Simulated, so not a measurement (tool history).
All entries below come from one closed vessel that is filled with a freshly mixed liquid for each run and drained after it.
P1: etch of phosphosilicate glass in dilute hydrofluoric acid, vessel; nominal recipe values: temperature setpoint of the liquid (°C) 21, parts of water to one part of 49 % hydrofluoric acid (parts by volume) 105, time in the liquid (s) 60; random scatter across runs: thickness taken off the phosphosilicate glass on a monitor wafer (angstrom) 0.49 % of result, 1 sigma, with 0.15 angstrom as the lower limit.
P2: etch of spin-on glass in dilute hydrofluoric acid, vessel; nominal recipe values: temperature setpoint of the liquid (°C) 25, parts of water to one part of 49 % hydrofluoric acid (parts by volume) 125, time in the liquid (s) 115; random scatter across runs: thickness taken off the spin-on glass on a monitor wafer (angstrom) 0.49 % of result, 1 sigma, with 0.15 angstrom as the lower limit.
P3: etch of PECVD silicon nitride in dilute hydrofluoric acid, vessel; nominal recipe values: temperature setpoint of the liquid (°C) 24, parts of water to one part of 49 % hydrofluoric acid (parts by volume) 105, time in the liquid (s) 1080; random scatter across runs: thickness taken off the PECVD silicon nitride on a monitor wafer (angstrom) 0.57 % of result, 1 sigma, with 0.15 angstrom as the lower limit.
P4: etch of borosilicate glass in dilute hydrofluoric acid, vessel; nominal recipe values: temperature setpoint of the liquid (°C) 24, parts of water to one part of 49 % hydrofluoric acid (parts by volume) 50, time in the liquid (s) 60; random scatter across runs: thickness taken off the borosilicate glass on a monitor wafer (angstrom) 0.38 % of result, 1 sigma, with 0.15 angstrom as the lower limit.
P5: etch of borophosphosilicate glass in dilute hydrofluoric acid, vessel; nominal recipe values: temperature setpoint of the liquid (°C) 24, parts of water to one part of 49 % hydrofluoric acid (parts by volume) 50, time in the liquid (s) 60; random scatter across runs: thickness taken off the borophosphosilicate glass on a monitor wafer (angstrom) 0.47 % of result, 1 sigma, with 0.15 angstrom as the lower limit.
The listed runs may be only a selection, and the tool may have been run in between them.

run   hour  process that ran  temperature setpoint of the liquid (°C)  parts of water to one part of 49 % hydrofluoric acid (parts by volume)  time in the liquid (s)  hours since the thermometer was replaced  hours since the hydrofluoric acid flow meter was replaced  thickness taken off the phosphosilicate glass on a monitor wafer (angstrom)  thickness taken off the borosilicate glass on a monitor wafer (angstrom)  thickness taken off the spin-on glass on a monitor wafer (angstrom)  thickness taken off the PECVD silicon nitride on a monitor wafer (angstrom)  thickness taken off the borophosphosilicate glass on a monitor wafer (angstrom)
  1   13.3                P1                                       21                                                                     105                      60                                     317.7                                                        357                                                                       604.13
  2   20.4                P4                                       24                                                                      50                      30                                     324.8                                                      364.1                                                                                                                                                 265.97
  3     32                P1                                       21                                                                     105                      60                                     336.4                                                      375.7                                                                       602.22
      35.3  -- hydrofluoric acid flow meter replaced
  4   43.1                P4                                       24                                                                      20                      60                                     347.5                                                        7.9                                                                                                                                                 1391.8
  5   50.3                P4                                       24                                                                      50                      60                                     354.7                                                       15.1                                                                                                                                                 536.48
  6   60.4                P2                                     28.5                                                                     125                     115                                     364.8                                                       25.2                                                                                                                                                                                                                      635.23
  7   70.7                P1                                       21                                                                     105                      30                                     375.1                                                       35.5                                                                       302.68
  8   84.7                P3                                       24                                                                     160                    1080                                     389.1                                                       49.5                                                                                                                                                                                                                                                                                                   161.54
  9   94.8                P5                                       24                                                                      75                      60                                     399.2                                                       59.6                                                                                                                                                                                                                                                                                                                                                                                     313.3
 10  106.3                P5                                       24                                                                      50                      60                                     410.7                                                       71.1                                                                                                                                                                                                                                                                                                                                                                                    482.57
 11  115.2                P5                                       24                                                                      50                      30                                     419.6                                                         80                                                                                                                                                                                                                                                                                                                                                                                    241.12
 12    129                P1                                       21                                                                     105                      60                                     433.4                                                       93.8                                                                       611.67
 13  138.9                P1                                       21                                                                     105                      60                                     443.3                                                      103.7                                                                       607.04
 14  149.8                P2                                       25                                                                     190                     115                                     454.2                                                      114.6                                                                                                                                                                                                                      335.88
 15  163.3                P1                                     26.5                                                                     105                      60                                     467.7                                                      128.1                                                                       757.25
 16    177                P1                                       17                                                                     105                      60                                     481.4                                                      141.8                                                                       515.36
 17    187                P3                                       24                                                                     105                    1080                                     491.4                                                      151.8                                                                                                                                                                                                                                                                                                   239.55
 18    196                P3                                       31                                                                     105                    1080                                     500.4                                                      160.8                                                                                                                                                                                                                                                                                                   375.37
 19  202.3                P1                                       21                                                                      60                     105                                     506.7                                                      167.1                                                                       1966.9
 20  209.7                P1                                       21                                                                      25                      60                                     514.1                                                      174.5                                                                       2804.3
 21  221.1                P4                                       24                                                                      50                      60                                     525.5                                                      185.9                                                                                                                                                 533.94
 22  229.9                P4                                       29                                                                      50                      60                                     534.3                                                      194.7                                                                                                                                                 654.94
 23  238.2                P2                                       25                                                                     125                     195                                     542.6                                                        203                                                                                                                                                                                                                      936.53
 24  250.5                P1                                       21                                                                     105                     110                                     554.9                                                      215.3                                                                       1111.1
 25  262.3                P1                                       21                                                                     105                      60                                     566.7                                                      227.1                                                                       603.42
 26  273.4                P3                                       24                                                                     105                    1605                                     577.8                                                      238.2                                                                                                                                                                                                                                                                                                   359.19
 27  283.4                P1                                       21                                                                     160                      60                                     587.8                                                      248.2                                                                       372.68
 28  295.6                P5                                     17.5                                                                      50                      60                                       600                                                      260.4                                                                                                                                                                                                                                                                                                                                                                                     368.2
 29  304.4                P2                                       25                                                                     125                     115                                     608.8                                                      269.2                                                                                                                                                                                                                      555.05
 30  310.9                P1                                       21                                                                     105                      60                                     615.3                                                      275.7                                                                       607.27
 31  322.9                P1                                       21                                                                     105                      60                                     627.3                                                      287.7                                                                       590.68
 32    332                P1                                       21                                                                     105                      60                                     636.4                                                      296.8                                                                       578.65
 33    338                P1                                       21                                                                     105                      60                                     642.4                                                      302.8                                                                        580.7
 34  347.3                P1                                       21                                                                     105                      60                                     651.7                                                      312.1                                                                       575.17
 35  355.4                P1                                       21                                                                     105                      60                                     659.8                                                      320.2                                                                       561.86
 36  364.4                P1                                       21                                                                     105                      60                                     668.8                                                      329.2                                                                       566.41
 37  375.6                P1                                       21                                                                     105                      60                                       680                                                      340.4                                                                       559.37
 38  381.8                P1                                       21                                                                     105                      60                                     686.2                                                      346.6                                                                       564.48
 39    390                P1                                       21                                                                     105                      60                                     694.4                                                      354.8                                                                       562.99

Run 40, settings as shown, results not yet in. Your forecast:
 40  396.9                P1                                       21                                                                     105                      60                                     701.3                                                      361.7                                                                            ?

Run 40 yielded thickness taken off the phosphosilicate glass on a monitor wafer (angstrom) 562.27.
